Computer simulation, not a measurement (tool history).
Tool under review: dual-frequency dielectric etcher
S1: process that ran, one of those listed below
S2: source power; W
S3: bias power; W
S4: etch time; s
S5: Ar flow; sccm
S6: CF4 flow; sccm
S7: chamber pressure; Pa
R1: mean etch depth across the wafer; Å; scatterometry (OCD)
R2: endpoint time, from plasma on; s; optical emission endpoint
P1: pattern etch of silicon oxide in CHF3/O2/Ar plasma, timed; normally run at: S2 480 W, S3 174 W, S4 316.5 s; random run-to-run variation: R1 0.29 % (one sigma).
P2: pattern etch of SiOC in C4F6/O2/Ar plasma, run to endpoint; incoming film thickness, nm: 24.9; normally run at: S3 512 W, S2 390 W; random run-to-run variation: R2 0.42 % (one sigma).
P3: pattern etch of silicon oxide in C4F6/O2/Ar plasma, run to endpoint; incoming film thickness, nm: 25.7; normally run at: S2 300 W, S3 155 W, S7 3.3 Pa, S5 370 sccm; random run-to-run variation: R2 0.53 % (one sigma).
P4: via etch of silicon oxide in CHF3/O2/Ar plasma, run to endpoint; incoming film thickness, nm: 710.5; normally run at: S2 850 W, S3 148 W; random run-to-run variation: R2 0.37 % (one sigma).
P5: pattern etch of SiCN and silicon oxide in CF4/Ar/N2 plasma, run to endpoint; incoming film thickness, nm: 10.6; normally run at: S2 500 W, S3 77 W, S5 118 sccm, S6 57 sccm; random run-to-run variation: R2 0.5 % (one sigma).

run	hour	S1	S2	S3	S4	S5	S6	S7	R1	R2
1	11.8	P1	480	174	316.5				5949.1	
2	23.6	P1	480	174	316.5				5958.6	
3	33.6	P4	570	148						394.2300
4	41.8	P1	480	138	316.5				5485.8	
# hour 58.0: source power generator calibrated
5	58.0	P1	600	174	316.5				6474.6	
6	72.3	P5	500	77		118	45			12.0690
7	81.6	P2	390	372						9.6681
8	91.1	P1	480	174	316.5				5924.3	
# hour 93.3: wet clean of the chamber
9	102.3	P1	480	174	224.0				4218.7	
10	116.7	P1	480	174	438.0				8248.7	
11	127.6	P1	480	212	316.5				6355.1	
12	138.6	P1	480	174	316.5				5924.0	
13	150.7	P5	500	77		118	57			11.6060
# hour 151.3: bias power generator calibrated
14	165.6	P5	500	77		143	57			11.9070
15	178.2	P3	190	155		370		3.3		12.1350
16	190.9	P5	500	77		118	57			11.7800
17	207.5	P3	300	99		370		3.3		11.4940
18	224.2	P1	480	174	316.5				5930.0	
19	241.9	P3	300	155		370		4.7		10.5130
20	251.8	P2	390	512						8.5195
21	267.8	P1	480	174	316.5				5976.6	
22	283.7	P5	500	50		118	57			13.5180
23	292.9	P4	850	184						316.6600
24	310.1	P1	480	174	316.5				5944.8	
25	324.7	P5	340	77		118	57			16.2990
26	342.1	P1	350	174	316.5				5274.6	
27	356.0	P3	300	155		282		3.3		9.7338
28	367.3	P2	510	512						7.7501
29	376.8	P3	300	155		370		3.3		9.9834
30	385.7	P1	480	115	174.0				2875.5	
31	394.8	P4	850	148						340.2900
32	404.4	P1	480	174	316.5				5938.7	
33	416.8	P1	480	174	316.5				5968.4	
34	433.3	P1	480	174	316.5				5911.9	
35	445.0	P1	480	174	316.5				5876.4	
36	456.2	P1	480	174	316.5				5907.2	
37	465.8	P1	480	174	316.5				5891.3	
38	482.3	P1	480	174	316.5				5886.8	
39	495.8	P1	480	174	316.5				5863.6	
# hour 496.5: wet clean of the chamber
40	512.6	P1	480	174	316.5				5894.0	
41	525.4	P1	480	174	316.5				5843.4	
42	539.2	P1	480	174	316.5				5849.3	
43	547.9	P1	480	174	316.5				5846.6	

Something has made what P1 gives creep away from where it was; the 2 causes below, each at its own stated size, fit the log equally well:
A: source power that arrives under what is set, % = 3.99
B: bias power that arrives under what is set, % = 4.5
The process output started creeping at around hour 404.4.
What rules out each remaining cause:
chamber walls in a state that lowers the etch rate, %: was serviced at hour 496.5, once the creep was under way, yet the earlier output never came back

Which of the check runs below tells the causes apart, meaning the causes would give it clearly different results? Each run uses 3 wafers whose results are averaged, and each result is shown as a question mark.
check 1	556.6	P4	600	148						?
check 2	556.6	P5	500	51		118	57			?
check 3	556.6	P2	390	427						?
check 4	556.6	P3	200	108		370		3.3		?

Outcome of each check run for each possible cause:
check	result	if A	if B
check 1	R2	393.3000	392.9200
check 2	R2	13.9270	13.6390
check 3	R2	9.3456	9.3610
check 4	R2	13.3590	13.3260
Gap, in per cent, between the two causes that each check separates least, read from the result that separates them most: check 1 0.1 %; check 2 2.1 %; check 3 0.16 %; check 4 0.25 %
The other checks would show nearly matching results whichever cause is true, so check 2 is the only one that separates the causes.

With check 2 done, the readings were: R2 13.9290 s. Identify which of the listed causes applies.

It was cause A: source power that arrives under what is set, %.

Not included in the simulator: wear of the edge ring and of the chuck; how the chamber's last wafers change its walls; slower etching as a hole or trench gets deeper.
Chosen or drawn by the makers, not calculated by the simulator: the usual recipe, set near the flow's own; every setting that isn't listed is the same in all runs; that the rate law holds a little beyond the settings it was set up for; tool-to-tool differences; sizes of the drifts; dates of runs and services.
